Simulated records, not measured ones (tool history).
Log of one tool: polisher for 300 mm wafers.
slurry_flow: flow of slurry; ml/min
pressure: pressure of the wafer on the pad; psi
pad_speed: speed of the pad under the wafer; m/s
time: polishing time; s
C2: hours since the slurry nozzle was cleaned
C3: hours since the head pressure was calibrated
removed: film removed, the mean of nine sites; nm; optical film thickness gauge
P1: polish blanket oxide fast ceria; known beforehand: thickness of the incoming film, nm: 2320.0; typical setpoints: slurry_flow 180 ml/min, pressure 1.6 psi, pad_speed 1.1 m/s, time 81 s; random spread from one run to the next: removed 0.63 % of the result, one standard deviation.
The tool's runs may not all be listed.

{"run": 1, "hour": 13.3, "slurry_flow": 180, "pressure": 1.6, "pad_speed": 1.1, "time": 81, "wafers polished on this pad": 275, "C2": 175, "C3": 249.1, "removed": 751.98}
{"hour": 22.2, "done": "head pressure recalibrated"}
{"run": 2, "hour": 25.9, "slurry_flow": 110, "pressure": 1.6, "pad_speed": 1.1, "time": 81, "wafers polished on this pad": 337, "C2": 187.6, "C3": 3.7, "removed": 684.29}
{"run": 3, "hour": 37.6, "slurry_flow": 270, "pressure": 1.6, "pad_speed": 1.1, "time": 81, "wafers polished on this pad": 395, "C2": 199.3, "C3": 15.4, "removed": 801.24}
{"run": 4, "hour": 50.3, "slurry_flow": 180, "pressure": 1.6, "pad_speed": 1.1, "time": 81, "wafers polished on this pad": 457, "C2": 212, "C3": 28.1, "removed": 753.74}
{"run": 5, "hour": 62.5, "slurry_flow": 180, "pressure": 1.6, "pad_speed": 1.1, "time": 119, "wafers polished on this pad": 518, "C2": 224.2, "C3": 40.3, "removed": 1113.3}
{"run": 6, "hour": 75.6, "slurry_flow": 180, "pressure": 1.6, "pad_speed": 1.1, "time": 81, "wafers polished on this pad": 582, "C2": 237.3, "C3": 53.4, "removed": 758.64}
{"run": 7, "hour": 89.8, "slurry_flow": 180, "pressure": 1.6, "pad_speed": 1.1, "time": 81, "wafers polished on this pad": 652, "C2": 251.5, "C3": 67.6, "removed": 758.25}
{"run": 8, "hour": 100.6, "slurry_flow": 180, "pressure": 1.6, "pad_speed": 1.1, "time": 81, "wafers polished on this pad": 705, "C2": 262.3, "C3": 78.4, "removed": 754.93}
{"run": 9, "hour": 111.9, "slurry_flow": 180, "pressure": 2.2, "pad_speed": 1.1, "time": 81, "wafers polished on this pad": 761, "C2": 273.6, "C3": 89.7, "removed": 1028.7}
{"run": 10, "hour": 125.2, "slurry_flow": 270, "pressure": 1.6, "pad_speed": 1.42, "time": 81, "wafers polished on this pad": 826, "C2": 286.9, "C3": 103, "removed": 1019}
{"run": 11, "hour": 134.5, "slurry_flow": 180, "pressure": 1.6, "pad_speed": 0.58, "time": 81, "wafers polished on this pad": 872, "C2": 296.2, "C3": 112.3, "removed": 400.95}
{"run": 12, "hour": 148.3, "slurry_flow": 180, "pressure": 1.6, "pad_speed": 1.68, "time": 81, "wafers polished on this pad": 940, "C2": 310, "C3": 126.1, "removed": 1155.7}
{"hour": 150.1, "done": "slurry nozzle cleaned"}
{"run": 13, "hour": 161.5, "slurry_flow": 180, "pressure": 0.7, "pad_speed": 1.1, "time": 81, "wafers polished on this pad": 1005, "C2": 11.5, "C3": 139.3, "removed": 328.98}
{"run": 14, "hour": 170.7, "slurry_flow": 180, "pressure": 1.6, "pad_speed": 1.1, "time": 40, "wafers polished on this pad": 1051, "C2": 20.7, "C3": 148.5, "removed": 372.04}
{"run": 15, "hour": 180.4, "slurry_flow": 180, "pressure": 1.6, "pad_speed": 1.1, "time": 81, "wafers polished on this pad": 1098, "C2": 30.4, "C3": 158.2, "removed": 754.2}

The next listed run, before its measurement:
{"run": 16, "hour": 189.9, "slurry_flow": 180, "pressure": 1.6, "pad_speed": 1.1, "time": 81, "wafers polished on this pad": 1145, "C2": 39.9, "C3": 167.7, "removed": "?"}

{"run 16": {"removed": 736.38}}
